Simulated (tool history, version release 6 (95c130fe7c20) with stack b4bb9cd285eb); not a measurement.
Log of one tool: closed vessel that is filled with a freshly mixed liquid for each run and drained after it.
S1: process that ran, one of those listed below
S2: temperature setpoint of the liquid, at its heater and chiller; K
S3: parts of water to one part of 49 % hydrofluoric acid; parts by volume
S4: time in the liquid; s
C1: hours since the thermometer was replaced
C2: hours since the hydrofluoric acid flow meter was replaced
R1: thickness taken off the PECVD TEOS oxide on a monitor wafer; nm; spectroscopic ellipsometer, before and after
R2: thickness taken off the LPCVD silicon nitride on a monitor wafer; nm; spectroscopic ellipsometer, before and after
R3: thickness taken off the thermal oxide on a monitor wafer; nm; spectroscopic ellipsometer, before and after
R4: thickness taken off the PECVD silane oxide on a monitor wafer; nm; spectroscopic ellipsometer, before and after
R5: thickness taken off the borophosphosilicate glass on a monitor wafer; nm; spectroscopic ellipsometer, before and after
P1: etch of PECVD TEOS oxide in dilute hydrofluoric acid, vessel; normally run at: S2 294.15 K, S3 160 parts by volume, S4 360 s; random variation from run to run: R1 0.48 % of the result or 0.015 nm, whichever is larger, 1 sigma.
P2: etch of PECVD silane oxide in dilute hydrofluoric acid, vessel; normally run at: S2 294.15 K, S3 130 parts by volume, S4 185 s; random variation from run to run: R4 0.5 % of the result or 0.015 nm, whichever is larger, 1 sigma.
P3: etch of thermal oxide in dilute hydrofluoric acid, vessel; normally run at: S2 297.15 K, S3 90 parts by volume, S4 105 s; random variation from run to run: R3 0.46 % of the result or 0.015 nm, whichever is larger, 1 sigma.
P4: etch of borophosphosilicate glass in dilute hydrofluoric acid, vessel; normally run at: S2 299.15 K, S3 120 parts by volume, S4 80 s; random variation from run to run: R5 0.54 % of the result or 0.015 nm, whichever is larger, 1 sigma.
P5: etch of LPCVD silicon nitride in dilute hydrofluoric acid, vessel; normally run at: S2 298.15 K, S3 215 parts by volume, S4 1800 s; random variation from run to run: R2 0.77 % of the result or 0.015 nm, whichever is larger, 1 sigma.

run     day  S1      S2   S3    S4      C1      C2      R1      R2      R3      R4      R5
  1   0.388  P1  294.15  160   360  2210.6  1145.8  22.013
  2   0.821  P5  298.15  215  1800    2221  1156.2          3.4678
  3   1.254  P1  294.15  255    30  2231.4  1166.6  1.0249
  4   1.654  P3  297.15   90   105    2241  1176.2                  5.8697
  5   1.933  P1  294.15  160   360  2247.7  1182.9  22.115
  6   2.379  P1  290.15  160   565  2258.4  1193.6  29.598
  7   2.796  P3  297.15   90   105  2268.4  1203.6                   5.806
      3.046  -- thermometer replaced
  8   3.288  P2  294.15  130   185     5.9  1215.4                          30.285
  9   3.521  P4  304.15  120    80    11.5    1221                                  23.769
 10   3.875  P1  294.15  160   190      20  1229.5  11.632
 11   4.258  P3  297.15   90   160    29.2  1238.7                  8.9994
 12   4.583  P1  299.65  160   360      37  1246.5  27.461
 13   5.025  P1  290.15  160   360    47.6  1257.1  18.836
 14   5.283  P5  298.15  215  1800    53.8  1263.3          3.5325
 15   5.517  P1  294.15   90   360    59.4  1268.9  42.475
 16   6.021  P1  294.15  160   360    71.5    1281  22.126
 17   6.317  P1  294.15  160   360    78.6  1288.1  22.257
 18   6.717  P2  294.15  215   185    88.2  1297.7                          16.847
 19    6.95  P4  299.15  120    80    93.8  1303.3                                  19.719
 20     7.4  P1  294.15  160   360   104.6  1314.1  22.217
 21   7.808  P3  297.15  165   105   114.4  1323.9                  2.9171
 22   8.046  P1  294.15  245   360   120.1  1329.6   13.37
 23   8.329  P5  294.15  215  1800   126.9  1336.4           2.719
 24   8.679  P5  298.15  365  1800   135.3  1344.8            2.04
 25   8.912  P4  299.15  120    30   140.9  1350.4                                  7.3899
 26    9.25  P4  299.15   65    80     149  1358.5                                  39.091
 27   9.538  P5  298.15  215  2725   155.9  1365.4          5.2825
 28      10  P2  290.15  130   185     167  1376.5                          25.654
 29  10.396  P1  294.15  160   360   176.5    1386   22.15
 30  10.646  P2  294.15  130   185   182.5    1392                          30.074
 31  10.888  P1  294.15  160   535   188.3  1397.8  32.862
 32  11.304  P3  301.65   90   105   198.3  1407.8                  6.9402
 33  11.817  P4  299.15  120    80   210.6  1420.1                                   19.64
 34  12.092  P2  294.15  130   325   217.2  1426.7                          52.672
 35  12.321  P1  294.15  160   360   222.7  1432.2  22.066
 36  12.592  P1  294.15  160   360   229.2  1438.7    22.5
 37  12.892  P1  294.15  160   360   236.4  1445.9  22.868
 38  13.175  P1  294.15  160   360   243.2  1452.7  23.188
 39  13.412  P1  294.15  160   360   248.9  1458.4   23.48
 40   13.65  P1  294.15  160   360   254.6  1464.1  23.637
 41  13.883  P1  294.15  160   360   260.2  1469.7  23.595
 42   14.25  P1  294.15  160   360     269  1478.5  23.321
 43  14.658  P1  294.15  160   360   278.8  1488.3  23.567

What P1 gives has crept away from where it was. These 2 causes fit the log equally well, each at the size given:
A: hydrofluoric acid flow above the setpoint (%) = 5.13
B: liquid hotter than its thermometer reads (K) = 1.5
The creep began at about day 12.321.

4 check runs are offered, each on 3 wafers whose results are averaged, their results left as question marks. Which one tells the causes apart?
check 1  15.067  P5  298.15  215  1800               ?
check 2  15.067  P3  297.15   90   105                   ?
check 3  15.067  P4  299.15  120    80                           ?
check 4  15.067  P2  294.15  130   185                       ?

What each check would give under each cause:
  check  result    if A    if B
check 1      R2  3.6584  3.8191
check 2      R3  6.1909  6.2155
check 3      R5  20.841  20.834
check 4      R4  31.955  32.033
How far apart the two closest causes lie, in the result that separates them most: check 1 4.3 %; check 2 0.4 %; check 3 0.04 %; check 4 0.25 %
Check 1 tells the causes apart: in the others they would give nearly the same result.

Then check 1 was run and gave: R2 3.6656 nm. Which cause is it?

It is A: hydrofluoric acid flow above the setpoint (%).
